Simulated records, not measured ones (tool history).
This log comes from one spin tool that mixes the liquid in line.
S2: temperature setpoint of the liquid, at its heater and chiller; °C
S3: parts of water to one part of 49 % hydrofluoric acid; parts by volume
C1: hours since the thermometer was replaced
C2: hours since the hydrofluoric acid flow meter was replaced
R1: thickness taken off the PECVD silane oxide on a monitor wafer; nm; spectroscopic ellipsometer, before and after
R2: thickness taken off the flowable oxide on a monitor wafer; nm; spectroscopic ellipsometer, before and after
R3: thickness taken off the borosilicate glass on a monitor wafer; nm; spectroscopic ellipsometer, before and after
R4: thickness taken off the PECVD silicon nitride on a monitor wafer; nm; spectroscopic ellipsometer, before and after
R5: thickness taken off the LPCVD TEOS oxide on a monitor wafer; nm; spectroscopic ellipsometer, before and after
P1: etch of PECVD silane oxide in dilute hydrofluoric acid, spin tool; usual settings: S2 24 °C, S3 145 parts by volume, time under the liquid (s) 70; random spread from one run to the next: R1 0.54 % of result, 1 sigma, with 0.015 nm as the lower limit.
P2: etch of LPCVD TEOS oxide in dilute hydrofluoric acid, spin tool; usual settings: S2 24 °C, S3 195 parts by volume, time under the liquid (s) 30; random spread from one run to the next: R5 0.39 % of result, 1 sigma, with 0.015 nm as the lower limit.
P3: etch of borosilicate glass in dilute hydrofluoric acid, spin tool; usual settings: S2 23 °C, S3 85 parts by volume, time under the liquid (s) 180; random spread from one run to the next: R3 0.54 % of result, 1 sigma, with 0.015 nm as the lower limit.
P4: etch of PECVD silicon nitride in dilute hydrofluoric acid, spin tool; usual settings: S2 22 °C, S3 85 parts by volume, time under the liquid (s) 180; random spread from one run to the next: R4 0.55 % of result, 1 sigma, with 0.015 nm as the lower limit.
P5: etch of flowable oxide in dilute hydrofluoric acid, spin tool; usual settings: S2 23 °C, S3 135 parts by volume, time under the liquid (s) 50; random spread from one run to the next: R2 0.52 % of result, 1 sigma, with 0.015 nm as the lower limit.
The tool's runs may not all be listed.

Run 1, hour 5.6: process that ran P1, S2 24 °C, S3 145 parts by volume, time under the liquid (s) 70; C1 499.2; C2 118.9. Result: R1 12.427 nm.
Run 2, hour 12.4: process that ran P1, S2 24 °C, S3 205 parts by volume, time under the liquid (s) 70; C1 506; C2 125.7. Result: R1 8.2988 nm.
Run 3, hour 17.4: process that ran P5, S2 23 °C, S3 135 parts by volume, time under the liquid (s) 95; C1 511; C2 130.7. Result: R2 17.831 nm.
Run 4, hour 22.8: process that ran P5, S2 23 °C, S3 135 parts by volume, time under the liquid (s) 50; C1 516.4; C2 136.1. Result: R2 9.399 nm.
Run 5, hour 27.9: process that ran P5, S2 23 °C, S3 135 parts by volume, time under the liquid (s) 50; C1 521.5; C2 141.2. Result: R2 9.4479 nm.
Run 6, hour 34.4: process that ran P3, S2 23 °C, S3 50 parts by volume, time under the liquid (s) 180; C1 528; C2 147.7. Result: R3 69.359 nm.
Run 7, hour 37.9: process that ran P4, S2 26 °C, S3 85 parts by volume, time under the liquid (s) 180; C1 531.5; C2 151.2. Result: R4 11.044 nm.
Run 8, hour 42.7: process that ran P2, S2 24 °C, S3 335 parts by volume, time under the liquid (s) 30; C1 536.3; C2 156. Result: R5 3.8508 nm.
Run 9, hour 50: process that ran P4, S2 22 °C, S3 85 parts by volume, time under the liquid (s) 180; C1 543.6; C2 163.3. Result: R4 8.5146 nm.
Run 10, hour 55.4: process that ran P1, S2 24 °C, S3 145 parts by volume, time under the liquid (s) 70; C1 549; C2 168.7. Result: R1 12.477 nm.
Run 11, hour 59.4: process that ran P1, S2 24 °C, S3 145 parts by volume, time under the liquid (s) 70; C1 553; C2 172.7. Result: R1 12.444 nm.
Run 12, hour 65.6: process that ran P2, S2 24 °C, S3 195 parts by volume, time under the liquid (s) 55; C1 559.2; C2 178.9. Result: R5 13.888 nm.
Run 13, hour 69.3: process that ran P1, S2 24 °C, S3 145 parts by volume, time under the liquid (s) 70; C1 562.9; C2 182.6. Result: R1 12.486 nm.
Run 14, hour 73.3: process that ran P4, S2 22 °C, S3 85 parts by volume, time under the liquid (s) 15; C1 566.9; C2 186.6. Result: R4 0.69256 nm.
Run 15, hour 76.9: process that ran P3, S2 28 °C, S3 85 parts by volume, time under the liquid (s) 180; C1 570.5; C2 190.2. Result: R3 48.294 nm.
Run 16, hour 81.8: process that ran P5, S2 17 °C, S3 135 parts by volume, time under the liquid (s) 50; C1 575.4; C2 195.1. Result: R2 7.3419 nm.
Run 17, hour 87.1: process that ran P5, S2 23 °C, S3 25 parts by volume, time under the liquid (s) 50; C1 580.7; C2 200.4. Result: R2 58.517 nm.
Run 18, hour 93.1: process that ran P2, S2 24 °C, S3 195 parts by volume, time under the liquid (s) 30; C1 586.7; C2 206.4. Result: R5 7.6066 nm.
Run 19, hour 97.3: process that ran P3, S2 23 °C, S3 85 parts by volume, time under the liquid (s) 180; C1 590.9; C2 210.6. Result: R3 38.916 nm.
Run 20, hour 101.1: process that ran P1, S2 24 °C, S3 145 parts by volume, time under the liquid (s) 70; C1 594.7; C2 214.4. Result: R1 12.457 nm.
Run 21, hour 106.6: process that ran P1, S2 24 °C, S3 145 parts by volume, time under the liquid (s) 115; C1 600.2; C2 219.9. Result: R1 20.768 nm.
Run 22, hour 111.3: process that ran P1, S2 17 °C, S3 145 parts by volume, time under the liquid (s) 70; C1 604.9; C2 224.6. Result: R1 9.458 nm.
Run 23, hour 116.6: process that ran P2, S2 18 °C, S3 195 parts by volume, time under the liquid (s) 30; C1 610.2; C2 229.9. Result: R5 6.082 nm.
Run 24, hour 120.1: process that ran P1, S2 31 °C, S3 145 parts by volume, time under the liquid (s) 70; C1 613.7; C2 233.4. Result: R1 16.193 nm.
Run 25, hour 123.8: process that ran P1, S2 24 °C, S3 30 parts by volume, time under the liquid (s) 70; C1 617.4; C2 237.1. Result: R1 69.45 nm.
Run 26, hour 127.5: process that ran P1, S2 24 °C, S3 145 parts by volume, time under the liquid (s) 70; C1 621.1; C2 240.8. Result: R1 12.53 nm.
Run 27, hour 133.3: process that ran P4, S2 22 °C, S3 150 parts by volume, time under the liquid (s) 180; C1 626.9; C2 246.6. Result: R4 4.9064 nm.
Run 28, hour 139.9: process that ran P1, S2 24 °C, S3 145 parts by volume, time under the liquid (s) 20; C1 633.5; C2 253.2. Result: R1 3.5337 nm.
Run 29, hour 144.8: process that ran P1, S2 24 °C, S3 70 parts by volume, time under the liquid (s) 105; C1 638.4; C2 258.1. Result: R1 42.527 nm.
Run 30, hour 152: process that ran P3, S2 23 °C, S3 85 parts by volume, time under the liquid (s) 315; C1 645.6; C2 265.3. Result: R3 68.163 nm.
Run 31, hour 158.7: process that ran P1, S2 24 °C, S3 145 parts by volume, time under the liquid (s) 70; C1 652.3; C2 272. Result: R1 12.534 nm.
Run 32, hour 163.2: process that ran P1, S2 24 °C, S3 145 parts by volume, time under the liquid (s) 70; C1 656.8; C2 276.5. Result: R1 12.192 nm.
Run 33, hour 169.1: process that ran P1, S2 24 °C, S3 145 parts by volume, time under the liquid (s) 70; C1 662.7; C2 282.4. Result: R1 12.083 nm.
Run 34, hour 173.5: process that ran P1, S2 24 °C, S3 145 parts by volume, time under the liquid (s) 70; C1 667.1; C2 286.8. Result: R1 12.041 nm.
Run 35, hour 181.3: process that ran P1, S2 24 °C, S3 145 parts by volume, time under the liquid (s) 70; C1 674.9; C2 294.6. Result: R1 11.922 nm.
Run 36, hour 188.7: process that ran P1, S2 24 °C, S3 145 parts by volume, time under the liquid (s) 70; C1 682.3; C2 302. Result: R1 11.871 nm.
Run 37, hour 195.1: process that ran P1, S2 24 °C, S3 145 parts by volume, time under the liquid (s) 70; C1 688.7; C2 308.4. Result: R1 11.745 nm.
Run 38, hour 202: process that ran P1, S2 24 °C, S3 145 parts by volume, time under the liquid (s) 70; C1 695.6; C2 315.3. Result: R1 11.805 nm.
Run 39, hour 209.1: process that ran P1, S2 24 °C, S3 145 parts by volume, time under the liquid (s) 70; C1 702.7; C2 322.4. Result: R1 11.869 nm.

The output of P1 has drifted from where it used to be. Each of the 2 causes below, taken at the size shown beside it, accounts for the log equally well:
A: hydrofluoric acid flow below the setpoint (%) = 4.56
B: liquid colder than its thermometer reads (K) = 1.42
Creep in the process output first set in at about hour 158.7.

4 check runs are offered, one wafer each, their results left as question marks. Which one tells the causes apart?
Run check 1, hour 216.2: process that ran P5, S2 23 °C, S3 135 parts by volume, time under the liquid (s) 50. Result: R2 ?.
Run check 2, hour 216.2: process that ran P4, S2 22 °C, S3 85 parts by volume, time under the liquid (s) 180. Result: R4 ?.
Run check 3, hour 216.2: process that ran P2, S2 24 °C, S3 195 parts by volume, time under the liquid (s) 30. Result: R5 ?.
Run check 4, hour 216.2: process that ran P3, S2 23 °C, S3 85 parts by volume, time under the liquid (s) 180. Result: R3 ?.

What each check would give under each cause:
  check  result    if A    if B
check 1      R2  8.9563  8.9402
check 2      R4  8.1621  7.7602
check 3      R5  7.1878   7.214
check 4      R3  37.139  36.913
Smallest distance between any two causes, each pair judged by its most separating result, in per cent: check 1 0.18 %; check 2 5.05 %; check 3 0.36 %; check 4 0.61 %
The causes can be told apart only by check 2. The other checks would give nearly the same results under each of them.

Here is what check 2 returned: R4 7.765 nm. Which cause is it?

It was cause B: liquid colder than its thermometer reads (K).

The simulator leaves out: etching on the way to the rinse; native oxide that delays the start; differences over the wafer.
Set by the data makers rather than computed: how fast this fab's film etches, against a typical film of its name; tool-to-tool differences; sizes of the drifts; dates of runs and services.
